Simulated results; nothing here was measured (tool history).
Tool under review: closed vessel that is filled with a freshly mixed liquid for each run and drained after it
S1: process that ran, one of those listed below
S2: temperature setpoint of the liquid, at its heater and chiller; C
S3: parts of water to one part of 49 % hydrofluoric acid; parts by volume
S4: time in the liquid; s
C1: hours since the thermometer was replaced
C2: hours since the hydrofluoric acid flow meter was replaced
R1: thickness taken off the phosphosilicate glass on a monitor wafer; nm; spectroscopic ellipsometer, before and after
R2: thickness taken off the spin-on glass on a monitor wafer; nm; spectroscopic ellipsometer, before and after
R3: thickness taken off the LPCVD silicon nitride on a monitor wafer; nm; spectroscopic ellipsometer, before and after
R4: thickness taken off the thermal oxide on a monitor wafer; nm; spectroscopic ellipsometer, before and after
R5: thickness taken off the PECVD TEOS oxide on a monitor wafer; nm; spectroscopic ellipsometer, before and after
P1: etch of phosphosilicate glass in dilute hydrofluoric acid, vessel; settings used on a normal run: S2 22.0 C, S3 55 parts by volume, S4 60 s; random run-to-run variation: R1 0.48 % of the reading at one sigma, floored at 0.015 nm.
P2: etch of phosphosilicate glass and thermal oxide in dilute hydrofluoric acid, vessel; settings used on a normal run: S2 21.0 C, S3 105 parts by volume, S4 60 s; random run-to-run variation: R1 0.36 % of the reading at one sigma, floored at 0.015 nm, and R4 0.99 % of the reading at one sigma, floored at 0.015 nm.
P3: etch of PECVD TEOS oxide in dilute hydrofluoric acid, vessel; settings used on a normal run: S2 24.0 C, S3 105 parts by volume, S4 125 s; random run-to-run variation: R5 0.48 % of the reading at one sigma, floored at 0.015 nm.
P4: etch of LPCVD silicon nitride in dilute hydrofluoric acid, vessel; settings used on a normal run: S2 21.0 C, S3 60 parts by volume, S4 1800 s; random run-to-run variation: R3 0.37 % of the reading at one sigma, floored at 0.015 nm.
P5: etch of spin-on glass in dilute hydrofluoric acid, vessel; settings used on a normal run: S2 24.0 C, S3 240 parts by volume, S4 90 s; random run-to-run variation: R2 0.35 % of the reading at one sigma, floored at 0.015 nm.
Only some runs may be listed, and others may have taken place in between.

run   hour  S1    S2   S3    S4     C1      C2       R1       R2        R3      R4       R5
  1    8.1  P1  22.0   55    60  694.1   944.0   81.692
  2   15.4  P5  17.5  240    90  701.4   951.3            7.4627
  3   20.1  P1  22.0   55    60  706.1   956.0   82.491
  4   25.1  P5  24.0   60    90  711.1   961.0           46.7690
  5   31.0  P1  22.0   55    95  717.0   966.9  129.370
  6   37.7  P1  22.0   55    60  723.7   973.6   82.377
  7   44.4  P1  22.0   55    60  730.4   980.3   81.913
  8   50.1  P4  21.0   60    85  736.1   986.0                     0.56351
  9   55.4  P4  21.0   85  1800  741.4   991.3                     8.67010
 10   63.6  P1  22.0   85    60  749.6   999.5   51.518
 11   70.1  P2  21.0  105    60  756.1  1006.0   43.645                     2.2844
 12   76.5  P4  21.0   60  1800  762.5  1012.4                    12.21200
 13   83.8  P2  21.0  105    60  769.8  1019.7   43.770                     2.2814
 14   88.0  P3  24.0  105   225  774.0  1023.9                                      18.4710
 15   91.9  P2  21.0  105    30  777.9  1027.8   21.863                     1.1292
 16   99.9  P3  24.0   30   125  785.9  1035.8                                      39.6970
 17  107.8  P2  26.5  105    60  793.8  1043.7   54.541                     2.7738
 18  116.0  P5  24.0  240    90  802.0  1051.9            9.5219
 19  124.8  P1  22.0   55    60  810.8  1060.7   83.185
 20  130.7  P1  22.0   30    60  816.7  1066.6  155.560
 21  138.2  P3  24.0  105   125  824.2  1074.1                                      10.2710
 22  146.1  P1  17.0   55    60  832.1  1082.0   66.664
 23  150.9  P4  21.0   60  1800  836.9  1086.8                    12.23100
 24  157.2  P1  28.0   55    60  843.2  1093.1  104.730
 25  161.7  P2  21.0   30    60  847.7  1097.6  169.090                     8.7474
 26  169.0  P4  17.0   60  1800  855.0  1104.9                     9.20850
 27  176.0  P3  24.0  105   125  862.0  1111.9                                      10.1900
 28  180.8  P5  24.0  240   180  866.8  1116.7           19.0770
 29  188.5  P1  22.0   55    30  874.5  1124.4   41.453
 30  192.4  P1  25.5   55    85  878.4  1128.3  134.720
 31  200.4  P3  17.0  105   125  886.4  1136.3                                       7.6184
 32  206.8  P1  22.0   55    60  892.8  1142.7   81.757
 33  212.9  P1  22.0   55    60  898.9  1148.8   85.589
 34  218.0  P1  22.0   55    60  904.0  1153.9   87.269
 35  222.3  P1  22.0   55    60  908.3  1158.2   88.112
 36  226.5  P1  22.0   55    60  912.5  1162.4   88.460
 37  233.6  P1  22.0   55    60  919.6  1169.5   89.514
 38  241.7  P1  22.0   55    60  927.7  1177.6   90.465
 39  247.2  P1  22.0   55    60  933.2  1183.1   90.392
 40  254.6  P1  22.0   55    60  940.6  1190.5   90.906
 41  258.8  P1  22.0   55    60  944.8  1194.7   90.620

The output of P1 has drifted from where it used to be. Each of the 2 causes below, taken at the size shown beside it, accounts for the log equally well:
A: hydrofluoric acid flow above the setpoint (%) = 9.55
B: liquid hotter than its thermometer reads (K) = 2.36
Creep in the process output first set in at about hour 206.8.

Question marks stand in for the results of the 4 check runs listed below, each run on one wafer. Under which run would the listed causes show clearly different results?
check 1  263.0  P4  17.0   60  695                   ?
check 2  263.0  P2  21.0   60   30           ?           ?
check 3  263.0  P3  24.0   40  125                           ?
check 4  263.0  P5  20.0  110   90               ?

What every check run would give for each of its results, assuming each possible cause in turn:
  check  result     if A     if B
check 1      R3  3.89210  4.20440
check 2      R1   44.653   44.662
check 2      R4   2.2995   2.2999
check 3      R5  32.1260  32.1600
check 4      R2  22.6870  22.5380
Per-check spread between the two closest causes, in the result where they differ most: check 1 7.72 %; check 2 0.02 %; check 3 0.11 %; check 4 0.66 %
Of the check runs offered, only check 1 discriminates between the causes; the rest would read about the same regardless of which cause applies.

Check 1 was carried out, with these results: R3 3.85880 nm. Which of the listed causes is responsible?

The correct cause is A, namely: hydrofluoric acid flow above the setpoint (%).
